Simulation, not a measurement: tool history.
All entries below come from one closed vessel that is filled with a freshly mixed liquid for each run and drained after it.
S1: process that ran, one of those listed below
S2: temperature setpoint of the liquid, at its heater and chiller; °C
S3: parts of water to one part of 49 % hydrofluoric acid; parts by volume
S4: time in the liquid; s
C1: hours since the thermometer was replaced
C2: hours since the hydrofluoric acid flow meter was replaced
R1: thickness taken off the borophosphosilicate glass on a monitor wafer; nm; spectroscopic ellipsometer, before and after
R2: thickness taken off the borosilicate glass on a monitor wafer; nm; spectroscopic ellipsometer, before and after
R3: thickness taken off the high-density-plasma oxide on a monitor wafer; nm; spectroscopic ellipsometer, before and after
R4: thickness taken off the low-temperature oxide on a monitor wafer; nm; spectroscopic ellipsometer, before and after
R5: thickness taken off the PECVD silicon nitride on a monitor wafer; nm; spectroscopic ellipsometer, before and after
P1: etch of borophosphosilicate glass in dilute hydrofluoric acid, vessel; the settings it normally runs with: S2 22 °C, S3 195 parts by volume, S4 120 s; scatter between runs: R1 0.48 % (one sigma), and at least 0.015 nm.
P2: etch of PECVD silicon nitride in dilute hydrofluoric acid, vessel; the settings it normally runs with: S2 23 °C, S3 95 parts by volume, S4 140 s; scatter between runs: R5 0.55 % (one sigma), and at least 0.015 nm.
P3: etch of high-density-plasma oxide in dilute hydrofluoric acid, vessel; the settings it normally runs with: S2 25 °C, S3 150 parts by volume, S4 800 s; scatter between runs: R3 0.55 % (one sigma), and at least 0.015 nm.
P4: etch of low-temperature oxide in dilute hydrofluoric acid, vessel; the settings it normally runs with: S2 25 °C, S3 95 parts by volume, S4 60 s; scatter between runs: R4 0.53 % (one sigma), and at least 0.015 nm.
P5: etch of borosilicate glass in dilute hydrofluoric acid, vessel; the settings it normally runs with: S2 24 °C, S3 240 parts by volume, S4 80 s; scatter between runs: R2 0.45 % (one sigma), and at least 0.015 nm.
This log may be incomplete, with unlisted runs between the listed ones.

| run | hour | S1 | S2 | S3 | S4 | C1 | C2 | R1 | R2 | R3 | R4 | R5 |
|---|---|---|---|---|---|---|---|---|---|---|---|---|
| 1 | 6.4 | P1 | 22 | 195 | 120 | 315.5 | 327.9 | 24.534 |  |  |  |  |
| 2 | 12.1 | P1 | 27.5 | 195 | 75 | 321.2 | 333.6 | 18.797 |  |  |  |  |
| 3 | 18.4 | P5 | 24 | 240 | 165 | 327.5 | 339.9 |  | 10.68 |  |  |  |
| 4 | 25.7 | P3 | 25 | 25 | 800 | 334.8 | 347.2 |  |  | 192.1 |  |  |
| 5 | 29.3 | P3 | 25 | 150 | 800 | 338.4 | 350.8 |  |  | 27.302 |  |  |
| 6 | 34.1 | P1 | 22 | 330 | 120 | 343.2 | 355.6 | 12.738 |  |  |  |  |
| 7 | 40.1 | P5 | 30.5 | 240 | 80 | 349.2 | 361.6 |  | 6.4625 |  |  |  |
| 8 | 44.9 | P1 | 22 | 195 | 120 | 354 | 366.4 | 24.535 |  |  |  |  |
| 9 | 52.3 | P5 | 24 | 240 | 80 | 361.4 | 373.8 |  | 5.1499 |  |  |  |
| 10 | 57.7 | P4 | 25 | 95 | 115 | 366.8 | 379.2 |  |  |  | 19.924 |  |
| 11 | 60.9 | P2 | 23 | 40 | 140 | 370 | 382.4 |  |  |  |  | 11.859 |
| 12 | 67.2 | P1 | 22 | 195 | 215 | 376.3 | 388.7 | 43.557 |  |  |  |  |
| 13 | 71.7 | P3 | 20.5 | 150 | 800 | 380.8 | 393.2 |  |  | 23.173 |  |  |
| 14 | 76.5 | P4 | 25 | 170 | 60 | 385.6 | 398 |  |  |  | 5.3257 |  |
| 15 | 80.2 | P1 | 22 | 195 | 50 | 389.3 | 401.7 | 10.199 |  |  |  |  |
| 16 | 83.6 | P1 | 22 | 35 | 120 | 392.7 | 405.1 | 164.23 |  |  |  |  |
| 17 | 90.6 | P3 | 25 | 150 | 420 | 399.7 | 412.1 |  |  | 14.521 |  |  |
| 18 | 97.2 | P5 | 24 | 80 | 80 | 406.3 | 418.7 |  | 18.506 |  |  |  |
| 19 | 103.6 | P4 | 25 | 95 | 60 | 412.7 | 425.1 |  |  |  | 10.393 |  |
| 20 | 110.6 | P1 | 27 | 195 | 120 | 419.7 | 432.1 | 29.63 |  |  |  |  |
| 21 | 116.6 | P1 | 22 | 195 | 120 | 425.7 | 438.1 | 24.431 |  |  |  |  |
| 22 | 123.8 | P1 | 22 | 195 | 120 | 432.9 | 445.3 | 24.669 |  |  |  |  |
| 23 | 129 | P1 | 17 | 195 | 120 | 438.1 | 450.5 | 20.332 |  |  |  |  |
| 24 | 136.5 | P1 | 22 | 195 | 120 | 445.6 | 458 | 24.23 |  |  |  |  |
| 25 | 142.8 | P2 | 30 | 95 | 140 | 451.9 | 464.3 |  |  |  |  | 8.1224 |
| 26 | 146.1 | P4 | 25 | 95 | 60 | 455.2 | 467.6 |  |  |  | 10.294 |  |
| 27 | 150.3 | P2 | 23 | 95 | 140 | 459.4 | 471.8 |  |  |  |  | 5.0789 |
| 28 | 157 | P1 | 22 | 125 | 185 | 466.1 | 478.5 | 64.466 |  |  |  |  |
| 29 | 162.6 | P2 | 23 | 95 | 30 | 471.7 | 484.1 |  |  |  |  | 1.0936 |
| 30 | 168.3 | P4 | 19.5 | 95 | 60 | 477.4 | 489.8 |  |  |  | 8.2199 |  |
| 31 | 175.5 | P1 | 22 | 195 | 120 | 484.6 | 497 | 24.644 |  |  |  |  |
| 32 | 181.9 | P1 | 22 | 195 | 120 | 491 | 503.4 | 23.851 |  |  |  |  |
| 33 | 186.1 | P1 | 22 | 195 | 120 | 495.2 | 507.6 | 23.29 |  |  |  |  |
| 34 | 192.3 | P1 | 22 | 195 | 120 | 501.4 | 513.8 | 22.932 |  |  |  |  |
| 35 | 196.1 | P1 | 22 | 195 | 120 | 505.2 | 517.6 | 23.109 |  |  |  |  |
| 36 | 202.9 | P1 | 22 | 195 | 120 | 512 | 524.4 | 22.999 |  |  |  |  |
| 37 | 206.9 | P1 | 22 | 195 | 120 | 516 | 528.4 | 22.821 |  |  |  |  |
| 38 | 212.5 | P1 | 22 | 195 | 120 | 521.6 | 534 | 23.067 |  |  |  |  |
| 39 | 218.9 | P1 | 22 | 195 | 120 | 528 | 540.4 | 22.805 |  |  |  |  |

Compared with where it was, what P1 gives has crept away. Each cause listed below fits the log as well as the rest, at the size given for it:
A: liquid colder than its thermometer reads (K) = 1.9
B: hydrofluoric acid flow below the setpoint (%) = 5.83
Creep in the process output first set in at about hour 175.5.

Each of the 4 check runs below uses one wafer; its results are left as question marks. Which run tells the causes apart?
| check 1 | 225.3 | P4 | 25 | 125 | 110 |  |  |  |  |  | ? |  |
| check 2 | 225.3 | P5 | 24 | 140 | 150 |  |  |  | ? |  |  |  |
| check 3 | 225.3 | P3 | 25 | 100 | 800 |  |  |  |  | ? |  |  |
| check 4 | 225.3 | P2 | 27 | 95 | 60 |  |  |  |  |  |  | ? |

What each check would give under each cause:
| check | result | if A | if B |
|---|---|---|---|
| check 1 | R4 | 12.906 | 12.964 |
| check 2 | R2 | 17.167 | 17.231 |
| check 3 | R3 | 40.608 | 40.91 |
| check 4 | R5 | 2.5261 | 2.692 |
Minimum pairwise separation of causes per check, each pair taken at its best-separating result: check 1 0.45 %; check 2 0.38 %; check 3 0.74 %; check 4 6.36 %
The causes can be told apart only by check 4. The other checks would give nearly the same results under each of them.

With check 4 done, the readings were: R5 2.5008 nm. Identify which of the listed causes applies.

Of the candidate causes, it is A: liquid colder than its thermometer reads (K).
